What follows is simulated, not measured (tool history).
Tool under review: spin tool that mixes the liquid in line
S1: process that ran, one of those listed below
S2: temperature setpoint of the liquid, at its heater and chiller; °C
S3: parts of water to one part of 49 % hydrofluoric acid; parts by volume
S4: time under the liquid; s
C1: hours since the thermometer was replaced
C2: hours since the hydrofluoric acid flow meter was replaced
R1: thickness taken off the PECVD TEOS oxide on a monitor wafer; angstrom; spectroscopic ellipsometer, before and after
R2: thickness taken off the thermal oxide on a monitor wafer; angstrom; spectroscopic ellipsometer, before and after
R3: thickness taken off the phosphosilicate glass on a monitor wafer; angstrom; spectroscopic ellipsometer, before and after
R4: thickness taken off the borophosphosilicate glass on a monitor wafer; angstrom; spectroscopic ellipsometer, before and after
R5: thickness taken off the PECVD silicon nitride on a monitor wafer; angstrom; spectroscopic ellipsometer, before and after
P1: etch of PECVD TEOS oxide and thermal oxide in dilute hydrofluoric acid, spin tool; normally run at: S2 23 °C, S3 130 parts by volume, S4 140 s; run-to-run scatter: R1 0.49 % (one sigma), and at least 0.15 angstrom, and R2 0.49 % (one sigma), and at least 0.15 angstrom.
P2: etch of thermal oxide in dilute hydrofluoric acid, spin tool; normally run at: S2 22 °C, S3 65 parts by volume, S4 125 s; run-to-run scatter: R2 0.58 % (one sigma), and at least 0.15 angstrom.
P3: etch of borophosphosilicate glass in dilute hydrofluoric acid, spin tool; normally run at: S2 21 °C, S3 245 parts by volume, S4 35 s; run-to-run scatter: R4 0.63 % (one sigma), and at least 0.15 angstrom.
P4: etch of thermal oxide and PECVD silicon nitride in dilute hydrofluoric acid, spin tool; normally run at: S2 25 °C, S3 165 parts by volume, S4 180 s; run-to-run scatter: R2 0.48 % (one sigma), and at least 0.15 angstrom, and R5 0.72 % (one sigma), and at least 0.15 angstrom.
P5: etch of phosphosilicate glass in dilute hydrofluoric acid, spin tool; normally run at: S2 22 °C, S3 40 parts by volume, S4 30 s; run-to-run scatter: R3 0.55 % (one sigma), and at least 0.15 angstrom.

{"run": 1, "hour": 7.7, "S1": "P1", "S2": 23, "S3": 130, "S4": 140, "C1": 1884.9, "C2": 491.6, "R1": 99.083, "R2": 47.996}
{"run": 2, "hour": 14.0, "S1": "P5", "S2": 22, "S3": 20, "S4": 30, "C1": 1891.2, "C2": 497.9, "R3": 1648.9}
{"run": 3, "hour": 27.2, "S1": "P5", "S2": 22, "S3": 40, "S4": 30, "C1": 1904.4, "C2": 511.1, "R3": 808.8}
{"run": 4, "hour": 40.1, "S1": "P1", "S2": 23, "S3": 130, "S4": 30, "C1": 1917.3, "C2": 524, "R1": 20.816, "R2": 10.351}
{"run": 5, "hour": 51.1, "S1": "P2", "S2": 22, "S3": 35, "S4": 125, "C1": 1928.3, "C2": 535, "R2": 160.03}
{"run": 6, "hour": 58.8, "S1": "P5", "S2": 22, "S3": 40, "S4": 15, "C1": 1936, "C2": 542.7, "R3": 400.73}
{"run": 7, "hour": 71.3, "S1": "P1", "S2": 19, "S3": 130, "S4": 140, "C1": 1948.5, "C2": 555.2, "R1": 84.094, "R2": 41.049}
{"run": 8, "hour": 77.5, "S1": "P1", "S2": 23, "S3": 130, "S4": 215, "C1": 1954.7, "C2": 561.4, "R1": 152, "R2": 73.915}
{"run": 9, "hour": 84.0, "S1": "P2", "S2": 22, "S3": 65, "S4": 15, "C1": 1961.2, "C2": 567.9, "R2": 10.275}
{"run": 10, "hour": 92.2, "S1": "P3", "S2": 21, "S3": 400, "S4": 35, "C1": 1969.4, "C2": 576.1, "R4": 22.666}
{"run": 11, "hour": 104.1, "S1": "P1", "S2": 17, "S3": 75, "S4": 140, "C1": 1981.3, "C2": 588, "R1": 141.37, "R2": 69.557}
{"run": 12, "hour": 115.6, "S1": "P2", "S2": 22, "S3": 65, "S4": 125, "C1": 1992.8, "C2": 599.5, "R2": 83.687}
{"run": 13, "hour": 126.4, "S1": "P1", "S2": 29.5, "S3": 45, "S4": 140, "C1": 2003.6, "C2": 610.3, "R1": 407.61, "R2": 201.48}
{"run": 14, "hour": 137.5, "S1": "P2", "S2": 17, "S3": 65, "S4": 125, "C1": 2014.7, "C2": 621.4, "R2": 67.588}
{"run": 15, "hour": 149.1, "S1": "P2", "S2": 22, "S3": 65, "S4": 125, "C1": 2026.3, "C2": 633, "R2": 83.818}
{"run": 16, "hour": 157.7, "S1": "P1", "S2": 23, "S3": 40, "S4": 140, "C1": 2034.9, "C2": 641.6, "R1": 356.71, "R2": 176.43}
{"run": 17, "hour": 166.3, "S1": "P4", "S2": 25, "S3": 75, "S4": 180, "C1": 2043.5, "C2": 650.2, "R2": 125.86, "R5": 74.384}
{"run": 18, "hour": 176.7, "S1": "P4", "S2": 20, "S3": 165, "S4": 180, "C1": 2053.9, "C2": 660.6, "R2": 42.239, "R5": 24.794}
{"run": 19, "hour": 189.4, "S1": "P1", "S2": 23, "S3": 130, "S4": 140, "C1": 2066.6, "C2": 673.3, "R1": 98.068, "R2": 47.835}
{"run": 20, "hour": 203.2, "S1": "P1", "S2": 23, "S3": 130, "S4": 140, "C1": 2080.4, "C2": 687.1, "R1": 98.183, "R2": 48.332}
{"run": 21, "hour": 211.6, "S1": "P3", "S2": 21, "S3": 245, "S4": 35, "C1": 2088.8, "C2": 695.5, "R4": 42.542}
{"run": 22, "hour": 218.8, "S1": "P1", "S2": 23, "S3": 220, "S4": 140, "C1": 2096, "C2": 702.7, "R1": 51.906, "R2": 25.915}
{"run": 23, "hour": 229.7, "S1": "P4", "S2": 25, "S3": 165, "S4": 330, "C1": 2106.9, "C2": 713.6, "R2": 93.356, "R5": 63.183}
{"run": 24, "hour": 238.0, "S1": "P1", "S2": 30.5, "S3": 130, "S4": 140, "C1": 2115.2, "C2": 721.9, "R1": 129.95, "R2": 63.803}
{"run": 25, "hour": 251.0, "S1": "P4", "S2": 25, "S3": 165, "S4": 180, "C1": 2128.2, "C2": 734.9, "R2": 51.318, "R5": 34.257}
{"run": 26, "hour": 259.9, "S1": "P1", "S2": 23, "S3": 130, "S4": 140, "C1": 2137.1, "C2": 743.8, "R1": 98.674, "R2": 48.376}
{"run": 27, "hour": 265.9, "S1": "P5", "S2": 22, "S3": 40, "S4": 30, "C1": 2143.1, "C2": 749.8, "R3": 809.77}
{"run": 28, "hour": 279.3, "S1": "P5", "S2": 17, "S3": 40, "S4": 30, "C1": 2156.5, "C2": 763.2, "R3": 638.98}
{"run": 29, "hour": 291.8, "S1": "P3", "S2": 17, "S3": 245, "S4": 35, "C1": 2169, "C2": 775.7, "R4": 36.291}
{"run": 30, "hour": 301.0, "S1": "P1", "S2": 23, "S3": 130, "S4": 140, "C1": 2178.2, "C2": 784.9, "R1": 99.015, "R2": 48.93}
{"run": 31, "hour": 307.9, "S1": "P3", "S2": 21, "S3": 245, "S4": 15, "C1": 2185.1, "C2": 791.8, "R4": 18.018}
{"run": 32, "hour": 319.5, "S1": "P1", "S2": 23, "S3": 130, "S4": 140, "C1": 2196.7, "C2": 803.4, "R1": 97.519, "R2": 48.44}
{"run": 33, "hour": 329.8, "S1": "P1", "S2": 23, "S3": 130, "S4": 140, "C1": 2207, "C2": 813.7, "R1": 102.21, "R2": 50.367}
{"run": 34, "hour": 343.5, "S1": "P1", "S2": 23, "S3": 130, "S4": 140, "C1": 2220.7, "C2": 827.4, "R1": 104.51, "R2": 51.379}
{"run": 35, "hour": 354.9, "S1": "P1", "S2": 23, "S3": 130, "S4": 140, "C1": 2232.1, "C2": 838.8, "R1": 104.45, "R2": 52.021}
{"run": 36, "hour": 364.1, "S1": "P1", "S2": 23, "S3": 130, "S4": 140, "C1": 2241.3, "C2": 848, "R1": 105.78, "R2": 51.841}
{"run": 37, "hour": 373.0, "S1": "P1", "S2": 23, "S3": 130, "S4": 140, "C1": 2250.2, "C2": 856.9, "R1": 105.04, "R2": 51.952}
{"run": 38, "hour": 384.6, "S1": "P1", "S2": 23, "S3": 130, "S4": 140, "C1": 2261.8, "C2": 868.5, "R1": 106.49, "R2": 52.095}
{"run": 39, "hour": 395.6, "S1": "P1", "S2": 23, "S3": 130, "S4": 140, "C1": 2272.8, "C2": 879.5, "R1": 105.94, "R2": 52.447}

The log shows P1 creeping away from where it was. Any of the 2 causes listed here, at the size stated for it, fits the log just as well as the others:
A: hydrofluoric acid flow above the setpoint (%) = 7.23
B: liquid hotter than its thermometer reads (K) = 2.07
The gradual shift began around hour 319.5.

Question marks stand in for the results of the 4 check runs listed below, each run on one wafer. Under which run would the listed causes show clearly different results?
{"run": "check 1", "hour": 406.6, "S1": "P2", "S2": 22, "S3": 65, "S4": 125, "R2": "?"}
{"run": "check 2", "hour": 406.6, "S1": "P3", "S2": 21, "S3": 245, "S4": 35, "R4": "?"}
{"run": "check 3", "hour": 406.6, "S1": "P4", "S2": 25, "S3": 165, "S4": 180, "R2": "?", "R5": "?"}
{"run": "check 4", "hour": 406.6, "S1": "P5", "S2": 22, "S3": 40, "S4": 30, "R3": "?"}

What every check run would give for each of its results, assuming each possible cause in turn:
check=check_1 result=R2 if_A=90.742 if_B=91.624
check=check_2 result=R4 if_A=46.256 if_B=45.808
check=check_3 result=R2 if_A=55.577 if_B=55.243
check=check_3 result=R5 if_A=36.59 if_B=38.889
check=check_4 result=R3 if_A=866.06 if_B=877.57
Minimum pairwise separation of causes per check, each pair taken at its best-separating result: check 1 0.97 %; check 2 0.97 %; check 3 6.09 %; check 4 1.32 %
Check 3 distinguishes between the causes, while the remaining checks would return nearly the same result for all of them.

Running check 3 produced the following: R2 55.401 angstrom; R5 36.794 angstrom. Which one of the listed causes fits?

The cause is A: hydrofluoric acid flow above the setpoint (%).
